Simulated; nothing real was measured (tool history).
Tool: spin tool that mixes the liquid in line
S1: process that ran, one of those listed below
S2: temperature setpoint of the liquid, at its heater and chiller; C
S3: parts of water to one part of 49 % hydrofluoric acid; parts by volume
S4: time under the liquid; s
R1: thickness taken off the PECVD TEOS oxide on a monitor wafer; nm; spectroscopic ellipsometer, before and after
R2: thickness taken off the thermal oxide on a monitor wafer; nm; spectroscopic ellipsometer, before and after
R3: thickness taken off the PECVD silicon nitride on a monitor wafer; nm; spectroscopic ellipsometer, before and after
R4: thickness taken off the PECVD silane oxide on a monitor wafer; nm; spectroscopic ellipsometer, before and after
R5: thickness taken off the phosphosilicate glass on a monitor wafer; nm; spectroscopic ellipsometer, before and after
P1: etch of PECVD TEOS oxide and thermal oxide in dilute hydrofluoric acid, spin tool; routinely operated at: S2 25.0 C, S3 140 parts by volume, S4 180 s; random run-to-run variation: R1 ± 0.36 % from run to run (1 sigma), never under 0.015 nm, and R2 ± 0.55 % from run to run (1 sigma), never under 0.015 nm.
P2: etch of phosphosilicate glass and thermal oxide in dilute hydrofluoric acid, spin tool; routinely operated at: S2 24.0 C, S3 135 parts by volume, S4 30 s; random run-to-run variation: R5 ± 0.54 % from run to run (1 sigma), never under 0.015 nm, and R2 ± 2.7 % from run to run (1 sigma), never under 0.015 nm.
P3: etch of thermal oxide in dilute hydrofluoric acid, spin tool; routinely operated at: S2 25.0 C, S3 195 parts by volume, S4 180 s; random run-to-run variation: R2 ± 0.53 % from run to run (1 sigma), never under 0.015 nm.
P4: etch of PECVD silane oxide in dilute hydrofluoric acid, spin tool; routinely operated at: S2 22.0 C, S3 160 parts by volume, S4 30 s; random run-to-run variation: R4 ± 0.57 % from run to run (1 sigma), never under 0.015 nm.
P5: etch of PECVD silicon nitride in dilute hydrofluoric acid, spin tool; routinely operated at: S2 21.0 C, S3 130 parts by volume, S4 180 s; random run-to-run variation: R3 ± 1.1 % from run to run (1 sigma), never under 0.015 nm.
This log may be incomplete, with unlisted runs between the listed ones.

run,hour,S1,S2,S3,S4,R1,R2,R3,R4,R5
1,4.3,P1,25.0,140,180,14.8750,5.81960,,,
2,8.5,P1,29.5,140,180,17.5470,6.93610,,,
3,13.2,P1,25.0,140,80,6.6597,2.65620,,,
4,18.9,P1,25.0,140,180,14.8840,5.89530,,,
5,23.3,P5,21.0,130,15,,,0.13696,,
6,27.4,P1,25.0,140,180,14.8710,5.81780,,,
7,30.4,P5,21.0,130,180,,,1.90590,,
8,34.1,P4,22.0,160,30,,,,7.1732,
9,39.1,P1,29.0,140,95,9.1937,3.59270,,,
10,44.5,P1,25.0,60,180,38.6150,15.16600,,,
11,47.9,P3,25.0,195,180,,4.18780,,,
12,51.5,P4,22.0,225,30,,,,4.7293,
13,56.4,P2,24.0,135,30,,1.06700,,,30.573
14,60.0,P2,24.0,40,30,,3.87620,,,117.770
15,63.8,P1,25.0,140,180,14.8580,5.83410,,,
16,69.1,P4,17.0,160,30,,,,5.9409,
17,72.1,P5,21.0,25,180,,,9.68400,,
18,76.3,P1,25.0,140,180,14.8760,5.85100,,,
19,79.5,P3,31.5,195,180,,5.29270,,,
20,83.0,P1,25.0,140,180,14.8170,5.86100,,,
21,88.1,P3,25.0,95,180,,9.71960,,,
22,93.9,P2,24.0,135,30,,1.06080,,,30.609
23,96.5,P4,22.0,160,15,,,,3.6474,
24,102.3,P2,24.0,135,15,,0.55479,,,15.417
25,106.5,P1,25.0,140,295,24.2660,9.66600,,,
26,109.8,P5,21.0,130,180,,,1.88530,,
27,113.2,P1,25.0,140,180,14.9460,5.82130,,,
28,116.4,P2,17.0,135,30,,0.81341,,,23.248
29,121.6,P1,25.0,235,180,8.0133,3.10180,,,
30,126.1,P3,25.0,195,85,,2.01150,,,
31,129.4,P1,20.5,140,180,12.4780,4.94130,,,
32,132.0,P5,27.5,130,180,,,2.98800,,
33,136.3,P1,25.0,140,180,14.9290,5.85600,,,
34,142.0,P1,25.0,140,180,15.4110,6.16360,,,
35,145.6,P1,25.0,140,180,15.5880,6.09680,,,
36,151.0,P1,25.0,140,180,15.8200,6.19160,,,
37,154.3,P1,25.0,140,180,15.8010,6.16110,,,
38,157.7,P1,25.0,140,180,15.7350,6.16560,,,
39,162.0,P1,25.0,140,180,15.7490,6.23020,,,

P1 no longer gives what it gave before; its output has crept away from where it was. The following 2 causes, each at its listed size, fit the log equally well:
A: hydrofluoric acid flow above the setpoint (%) = 5
B: liquid hotter than its thermometer reads (K) = 1.5
The creep began at about hour 136.3.

Below are 4 check runs, each averaged over 5 wafers, with their results shown as question marks. Which of them would give clearly different results depending on which cause is behind the drift?
check 1,166.3,P5,21.0,130,180,,,?,,
check 2,166.3,P4,22.0,160,30,,,,?,
check 3,166.3,P3,25.0,195,180,,?,,,
check 4,166.3,P2,24.0,135,30,,?,,,?

If the cause were each of the candidates in turn, the checks would give the following:
check,result,if A,if B
check 1,R3,2.04680,2.15550
check 2,R4,7.6391,7.6440
check 3,R2,4.47230,4.45180
check 4,R2,1.10340,1.10470
check 4,R5,32.526,32.564
How far apart the two closest causes lie, in the result that separates them most: check 1 5.17 %; check 2 0.06 %; check 3 0.46 %; check 4 0.12 %
Check 1 is the one run that separates the causes; every other check would come out nearly the same whichever cause is at work.

Then check 1 was run and gave: R3 2.17370 nm. Which cause is it?

Of the candidate causes, it is B: liquid hotter than its thermometer reads (K).
